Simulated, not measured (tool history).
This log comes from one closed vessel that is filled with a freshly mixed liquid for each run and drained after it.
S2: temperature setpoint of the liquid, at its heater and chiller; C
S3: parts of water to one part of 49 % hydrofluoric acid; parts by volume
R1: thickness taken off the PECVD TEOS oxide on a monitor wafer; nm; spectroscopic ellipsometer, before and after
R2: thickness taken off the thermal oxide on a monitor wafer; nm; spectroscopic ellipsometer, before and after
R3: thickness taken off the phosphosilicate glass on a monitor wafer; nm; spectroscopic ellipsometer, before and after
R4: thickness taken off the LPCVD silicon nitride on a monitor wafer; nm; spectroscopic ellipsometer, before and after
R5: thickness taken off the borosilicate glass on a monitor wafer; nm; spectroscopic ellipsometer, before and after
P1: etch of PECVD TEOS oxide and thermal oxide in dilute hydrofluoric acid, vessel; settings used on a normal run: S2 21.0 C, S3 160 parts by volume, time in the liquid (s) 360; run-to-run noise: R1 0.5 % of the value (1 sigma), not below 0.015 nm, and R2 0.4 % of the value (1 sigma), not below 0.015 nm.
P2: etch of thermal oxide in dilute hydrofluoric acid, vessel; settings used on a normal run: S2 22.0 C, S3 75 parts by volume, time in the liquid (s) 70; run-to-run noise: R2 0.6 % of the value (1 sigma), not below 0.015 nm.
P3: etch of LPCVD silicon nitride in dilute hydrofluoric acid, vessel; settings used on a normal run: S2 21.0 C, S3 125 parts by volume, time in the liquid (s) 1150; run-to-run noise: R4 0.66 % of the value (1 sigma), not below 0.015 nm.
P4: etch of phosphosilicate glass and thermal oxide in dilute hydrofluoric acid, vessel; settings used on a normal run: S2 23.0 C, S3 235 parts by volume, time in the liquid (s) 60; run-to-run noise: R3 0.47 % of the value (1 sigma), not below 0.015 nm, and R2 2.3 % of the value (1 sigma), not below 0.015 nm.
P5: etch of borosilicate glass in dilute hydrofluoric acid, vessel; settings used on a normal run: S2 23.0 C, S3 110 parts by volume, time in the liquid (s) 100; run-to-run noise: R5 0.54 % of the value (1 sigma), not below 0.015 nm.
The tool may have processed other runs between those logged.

Run 1, hour 6.8: process that ran P1, S2 21.0 C, S3 160 parts by volume, time in the liquid (s) 360. Result: R1 37.9790 nm, R2 8.86830 nm.
Run 2, hour 20.3: process that ran P4, S2 23.0 C, S3 235 parts by volume, time in the liquid (s) 60. Result: R2 0.92735 nm, R3 27.722 nm.
Run 3, hour 31.5: process that ran P1, S2 21.0 C, S3 160 parts by volume, time in the liquid (s) 360. Result: R1 37.9840 nm, R2 8.85860 nm.
Run 4, hour 43.7: process that ran P3, S2 21.0 C, S3 125 parts by volume, time in the liquid (s) 300. Result: R4 1.0484 nm.
Run 5, hour 49.9: process that ran P1, S2 21.0 C, S3 75 parts by volume, time in the liquid (s) 360. Result: R1 88.5470 nm, R2 20.89600 nm.
Run 6, hour 60.7: process that ran P5, S2 17.0 C, S3 110 parts by volume, time in the liquid (s) 100. Result: R5 23.921 nm.
Run 7, hour 71.0: process that ran P2, S2 22.0 C, S3 75 parts by volume, time in the liquid (s) 100. Result: R2 6.36740 nm.
At hour 76.5: thermometer replaced.
Run 8, hour 84.2: process that ran P1, S2 25.0 C, S3 160 parts by volume, time in the liquid (s) 360. Result: R1 44.2030 nm, R2 10.35100 nm.
Run 9, hour 97.6: process that ran P1, S2 21.0 C, S3 160 parts by volume, time in the liquid (s) 45. Result: R1 4.7729 nm, R2 1.10400 nm.
Run 10, hour 105.0: process that ran P5, S2 23.0 C, S3 200 parts by volume, time in the liquid (s) 100. Result: R5 15.185 nm.
Run 11, hour 114.0: process that ran P1, S2 21.0 C, S3 160 parts by volume, time in the liquid (s) 360. Result: R1 38.0440 nm, R2 8.99060 nm.
Run 12, hour 123.8: process that ran P3, S2 21.0 C, S3 125 parts by volume, time in the liquid (s) 1150. Result: R4 3.9479 nm.
Run 13, hour 133.0: process that ran P3, S2 17.0 C, S3 125 parts by volume, time in the liquid (s) 1150. Result: R4 3.0459 nm.
Run 14, hour 142.2: process that ran P4, S2 23.0 C, S3 235 parts by volume, time in the liquid (s) 95. Result: R2 1.50500 nm, R3 43.645 nm.
Run 15, hour 153.8: process that ran P1, S2 21.0 C, S3 260 parts by volume, time in the liquid (s) 635. Result: R1 37.1090 nm, R2 8.71250 nm.
Run 16, hour 163.0: process that ran P1, S2 21.0 C, S3 160 parts by volume, time in the liquid (s) 530. Result: R1 55.5500 nm, R2 13.12300 nm.
Run 17, hour 171.7: process that ran P1, S2 21.0 C, S3 160 parts by volume, time in the liquid (s) 360. Result: R1 37.6530 nm, R2 8.91600 nm.
Run 18, hour 184.4: process that ran P3, S2 21.0 C, S3 40 parts by volume, time in the liquid (s) 1150. Result: R4 12.0720 nm.
Run 19, hour 195.4: process that ran P1, S2 21.0 C, S3 160 parts by volume, time in the liquid (s) 360. Result: R1 37.3570 nm, R2 8.86460 nm.
Run 20, hour 202.4: process that ran P4, S2 23.0 C, S3 75 parts by volume, time in the liquid (s) 60. Result: R2 3.75400 nm, R3 101.610 nm.
Run 21, hour 211.0: process that ran P5, S2 23.0 C, S3 110 parts by volume, time in the liquid (s) 45. Result: R5 13.765 nm.
Run 22, hour 223.8: process that ran P1, S2 21.0 C, S3 280 parts by volume, time in the liquid (s) 360. Result: R1 19.1210 nm, R2 4.48390 nm.
Run 23, hour 230.0: process that ran P5, S2 23.0 C, S3 110 parts by volume, time in the liquid (s) 100. Result: R5 30.622 nm.
Run 24, hour 239.9: process that ran P2, S2 22.0 C, S3 75 parts by volume, time in the liquid (s) 70. Result: R2 4.52480 nm.
Run 25, hour 246.4: process that ran P2, S2 22.0 C, S3 110 parts by volume, time in the liquid (s) 70. Result: R2 2.92940 nm.
Run 26, hour 253.5: process that ran P2, S2 26.5 C, S3 75 parts by volume, time in the liquid (s) 70. Result: R2 5.30810 nm.
Run 27, hour 265.4: process that ran P1, S2 21.0 C, S3 160 parts by volume, time in the liquid (s) 360. Result: R1 38.1320 nm, R2 8.86260 nm.
Run 28, hour 271.9: process that ran P3, S2 21.0 C, S3 125 parts by volume, time in the liquid (s) 1150. Result: R4 3.9602 nm.
Run 29, hour 283.4: process that ran P1, S2 17.0 C, S3 160 parts by volume, time in the liquid (s) 360. Result: R1 32.2320 nm, R2 7.61900 nm.
Run 30, hour 289.3: process that ran P4, S2 18.0 C, S3 235 parts by volume, time in the liquid (s) 60. Result: R2 0.81427 nm, R3 22.534 nm.
Run 31, hour 303.0: process that ran P1, S2 21.0 C, S3 160 parts by volume, time in the liquid (s) 360. Result: R1 37.6710 nm, R2 8.88710 nm.
Run 32, hour 316.7: process that ran P1, S2 21.0 C, S3 160 parts by volume, time in the liquid (s) 360. Result: R1 39.6610 nm, R2 9.28470 nm.
Run 33, hour 327.5: process that ran P1, S2 21.0 C, S3 160 parts by volume, time in the liquid (s) 360. Result: R1 40.1460 nm, R2 9.45560 nm.
Run 34, hour 338.8: process that ran P1, S2 21.0 C, S3 160 parts by volume, time in the liquid (s) 360. Result: R1 40.8320 nm, R2 9.58120 nm.
Run 35, hour 351.0: process that ran P1, S2 21.0 C, S3 160 parts by volume, time in the liquid (s) 360. Result: R1 40.6370 nm, R2 9.56300 nm.
Run 36, hour 362.8: process that ran P1, S2 21.0 C, S3 160 parts by volume, time in the liquid (s) 360. Result: R1 40.6890 nm, R2 9.65490 nm.
Run 37, hour 373.0: process that ran P1, S2 21.0 C, S3 160 parts by volume, time in the liquid (s) 360. Result: R1 41.0520 nm, R2 9.58040 nm.
Run 38, hour 379.1: process that ran P1, S2 21.0 C, S3 160 parts by volume, time in the liquid (s) 360. Result: R1 41.0880 nm, R2 9.69770 nm.

The log shows P1 creeping away from where it was. Any of the 2 causes listed here, at the size stated for it, fits the log just as well as the others:
A: hydrofluoric acid flow above the setpoint (%) = 7.57
B: liquid hotter than its thermometer reads (K) = 2.2
The gradual shift began around hour 303.0.

4 check runs are offered, one wafer each, their results left as question marks. Which one tells the causes apart?
Run check 1, hour 385.2: process that ran P3, S2 21.0 C, S3 125 parts by volume, time in the liquid (s) 1150. Result: R4 ?.
Run check 2, hour 385.2: process that ran P5, S2 23.0 C, S3 110 parts by volume, time in the liquid (s) 100. Result: R5 ?.
Run check 3, hour 385.2: process that ran P2, S2 22.0 C, S3 75 parts by volume, time in the liquid (s) 70. Result: R2 ?.
Run check 4, hour 385.2: process that ran P4, S2 23.0 C, S3 235 parts by volume, time in the liquid (s) 60. Result: R2 ?, R3 ?.

What every check run would give for each of its results, assuming each possible cause in turn:
  check  result     if A     if B
check 1      R4   4.2467   4.5743
check 2      R5   33.366   33.510
check 3      R2  4.82590  4.87450
check 4      R2  1.06380  1.05270
check 4      R3   29.996   29.684
Per-check spread between the two closest causes, in the result where they differ most: check 1 7.43 %; check 2 0.43 %; check 3 1 %; check 4 1.05 %
Check 1 is the one run that separates the causes; every other check would come out nearly the same whichever cause is at work.

With check 1 done, the readings were: R4 4.5811 nm. Identify which of the listed causes applies.

Of the candidate causes, it is B: liquid hotter than its thermometer reads (K).

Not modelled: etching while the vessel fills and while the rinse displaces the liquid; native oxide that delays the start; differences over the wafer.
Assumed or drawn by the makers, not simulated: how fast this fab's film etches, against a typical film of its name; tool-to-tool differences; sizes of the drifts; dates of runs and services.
